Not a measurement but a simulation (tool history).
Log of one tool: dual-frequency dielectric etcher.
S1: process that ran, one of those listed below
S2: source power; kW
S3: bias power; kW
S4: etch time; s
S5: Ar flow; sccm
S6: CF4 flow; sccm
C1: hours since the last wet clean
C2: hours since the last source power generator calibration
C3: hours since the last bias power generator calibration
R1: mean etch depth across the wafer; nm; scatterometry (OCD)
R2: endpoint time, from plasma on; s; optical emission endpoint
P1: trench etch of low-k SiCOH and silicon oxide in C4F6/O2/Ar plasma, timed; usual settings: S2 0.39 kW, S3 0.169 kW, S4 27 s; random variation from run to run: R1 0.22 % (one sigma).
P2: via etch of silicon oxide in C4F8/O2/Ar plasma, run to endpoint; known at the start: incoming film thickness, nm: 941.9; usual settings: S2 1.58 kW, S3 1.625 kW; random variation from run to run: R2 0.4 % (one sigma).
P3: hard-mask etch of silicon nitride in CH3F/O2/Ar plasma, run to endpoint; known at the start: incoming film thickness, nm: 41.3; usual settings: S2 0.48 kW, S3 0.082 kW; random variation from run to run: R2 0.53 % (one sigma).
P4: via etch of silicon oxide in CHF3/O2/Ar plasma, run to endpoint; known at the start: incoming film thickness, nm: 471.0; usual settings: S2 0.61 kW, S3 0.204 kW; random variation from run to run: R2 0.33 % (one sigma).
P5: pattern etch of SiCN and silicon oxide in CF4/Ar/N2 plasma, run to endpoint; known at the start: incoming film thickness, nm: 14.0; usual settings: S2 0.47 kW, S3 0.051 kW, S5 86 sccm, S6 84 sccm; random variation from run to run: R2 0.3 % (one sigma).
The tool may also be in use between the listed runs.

Run 1, day 0.121: S1 P1, S2 0.39 kW, S3 0.169 kW, S4 27 s; C1 383.7; C2 2098.2; C3 927.8. Result: R1 80.082 nm.
Run 2, day 0.279: S1 P1, S2 0.39 kW, S3 0.169 kW, S4 27 s; C1 387.5; C2 2102; C3 931.6. Result: R1 80.229 nm.
Run 3, day 0.388: S1 P1, S2 0.39 kW, S3 0.169 kW, S4 19 s; C1 390.1; C2 2104.6; C3 934.2. Result: R1 56.38 nm.
Run 4, day 0.508: S1 P4, S2 0.61 kW, S3 0.126 kW; C1 393; C2 2107.5; C3 937.1. Result: R2 268.81 s.
Run 5, day 0.683: S1 P1, S2 0.39 kW, S3 0.24 kW, S4 27 s; C1 397.2; C2 2111.7; C3 941.3. Result: R1 90.048 nm.
Run 6, day 0.775: S1 P1, S2 0.51 kW, S3 0.169 kW, S4 27 s; C1 399.4; C2 2113.9; C3 943.5. Result: R1 89.017 nm.
Run 7, day 0.879: S1 P1, S2 0.27 kW, S3 0.169 kW, S4 36.5 s; C1 401.9; C2 2116.4; C3 946. Result: R1 93.658 nm.
Run 8, day 0.988: S1 P2, S2 1.58 kW, S3 1.625 kW; C1 404.5; C2 2119; C3 948.6. Result: R2 225 s.
Run 9, day 1.075: S1 P1, S2 0.39 kW, S3 0.169 kW, S4 27 s; C1 406.6; C2 2121.1; C3 950.7. Result: R1 80.207 nm.
Run 10, day 1.217: S1 P3, S2 0.48 kW, S3 0.057 kW; C1 410; C2 2124.5; C3 954.1. Result: R2 59.175 s.
Run 11, day 1.317: S1 P1, S2 0.39 kW, S3 0.169 kW, S4 27 s; C1 412.4; C2 2126.9; C3 956.5. Result: R1 80.175 nm.
Run 12, day 1.433: S1 P2, S2 1.58 kW, S3 1.625 kW; C1 415.2; C2 2129.7; C3 959.3. Result: R2 223.32 s.
Run 13, day 1.604: S1 P1, S2 0.39 kW, S3 0.12 kW, S4 27 s; C1 419.3; C2 2133.8; C3 963.4. Result: R1 72.516 nm.
Run 14, day 1.688: S1 P1, S2 0.39 kW, S3 0.169 kW, S4 27 s; C1 421.3; C2 2135.8; C3 965.4. Result: R1 79.959 nm.
Run 15, day 1.854: S1 P1, S2 0.39 kW, S3 0.169 kW, S4 27 s; C1 425.3; C2 2139.8; C3 969.4. Result: R1 79.889 nm.
Run 16, day 1.954: S1 P1, S2 0.27 kW, S3 0.169 kW, S4 27 s; C1 427.7; C2 2142.2; C3 971.8. Result: R1 69.483 nm.
Run 17, day 2.05: S1 P3, S2 0.48 kW, S3 0.082 kW; C1 430; C2 2144.5; C3 974.1. Result: R2 52.301 s.
Run 18, day 2.208: S1 P5, S2 0.62 kW, S3 0.051 kW, S5 86 sccm, S6 84 sccm; C1 433.8; C2 2148.3; C3 977.9. Result: R2 12.754 s.
Run 19, day 2.329: S1 P2, S2 1.58 kW, S3 1.941 kW; C1 436.7; C2 2151.2; C3 980.8. Result: R2 215.13 s.
Run 20, day 2.417: S1 P1, S2 0.39 kW, S3 0.169 kW, S4 40 s; C1 438.8; C2 2153.3; C3 982.9. Result: R1 118.92 nm.
Run 21, day 2.562: S1 P3, S2 0.33 kW, S3 0.082 kW; C1 442.3; C2 2156.8; C3 986.4. Result: R2 60.4 s.
Run 22, day 2.65: S1 P1, S2 0.39 kW, S3 0.169 kW, S4 27 s; C1 444.4; C2 2158.9; C3 988.5. Result: R1 80.287 nm.
Run 23, day 2.821: S1 P5, S2 0.47 kW, S3 0.051 kW, S5 68 sccm, S6 84 sccm; C1 448.5; C2 2163; C3 992.6. Result: R2 15.755 s.
Run 24, day 3: S1 P2, S2 1.26 kW, S3 1.625 kW; C1 452.8; C2 2167.3; C3 996.9. Result: R2 246.41 s.
Run 25, day 3.133: S1 P5, S2 0.47 kW, S3 0.051 kW, S5 86 sccm, S6 105 sccm; C1 456; C2 2170.5; C3 1000.1. Result: R2 15.757 s.
Run 26, day 3.258: S1 P4, S2 0.61 kW, S3 0.204 kW; C1 459; C2 2173.5; C3 1003.1. Result: R2 228.4 s.
Run 27, day 3.392: S1 P5, S2 0.47 kW, S3 0.067 kW, S5 86 sccm, S6 84 sccm; C1 462.2; C2 2176.7; C3 1006.3. Result: R2 15.013 s.
Run 28, day 3.575: S1 P4, S2 0.44 kW, S3 0.204 kW; C1 466.6; C2 2181.1; C3 1010.7. Result: R2 259.34 s.
Run 29, day 3.696: S1 P5, S2 0.47 kW, S3 0.051 kW, S5 86 sccm, S6 84 sccm; C1 469.5; C2 2184; C3 1013.6. Result: R2 16.355 s.
Run 30, day 3.862: S1 P1, S2 0.39 kW, S3 0.169 kW, S4 27 s; C1 473.5; C2 2188; C3 1017.6. Result: R1 80.298 nm.
Run 31, day 4.033: S1 P1, S2 0.39 kW, S3 0.169 kW, S4 27 s; C1 477.6; C2 2192.1; C3 1021.7. Result: R1 79.262 nm.
Run 32, day 4.162: S1 P1, S2 0.39 kW, S3 0.169 kW, S4 27 s; C1 480.7; C2 2195.2; C3 1024.8. Result: R1 79.44 nm.
Run 33, day 4.329: S1 P1, S2 0.39 kW, S3 0.169 kW, S4 27 s; C1 484.7; C2 2199.2; C3 1028.8. Result: R1 78.895 nm.

Forecast run 34:
At day 4.346: wet clean of the chamber.
Run 34, day 4.492: S1 P1, S2 0.39 kW, S3 0.169 kW, S4 27 s; C1 3.6; C2 2203.1; C3 1032.7. Result: R1 ?.

R1: 78.87 nm

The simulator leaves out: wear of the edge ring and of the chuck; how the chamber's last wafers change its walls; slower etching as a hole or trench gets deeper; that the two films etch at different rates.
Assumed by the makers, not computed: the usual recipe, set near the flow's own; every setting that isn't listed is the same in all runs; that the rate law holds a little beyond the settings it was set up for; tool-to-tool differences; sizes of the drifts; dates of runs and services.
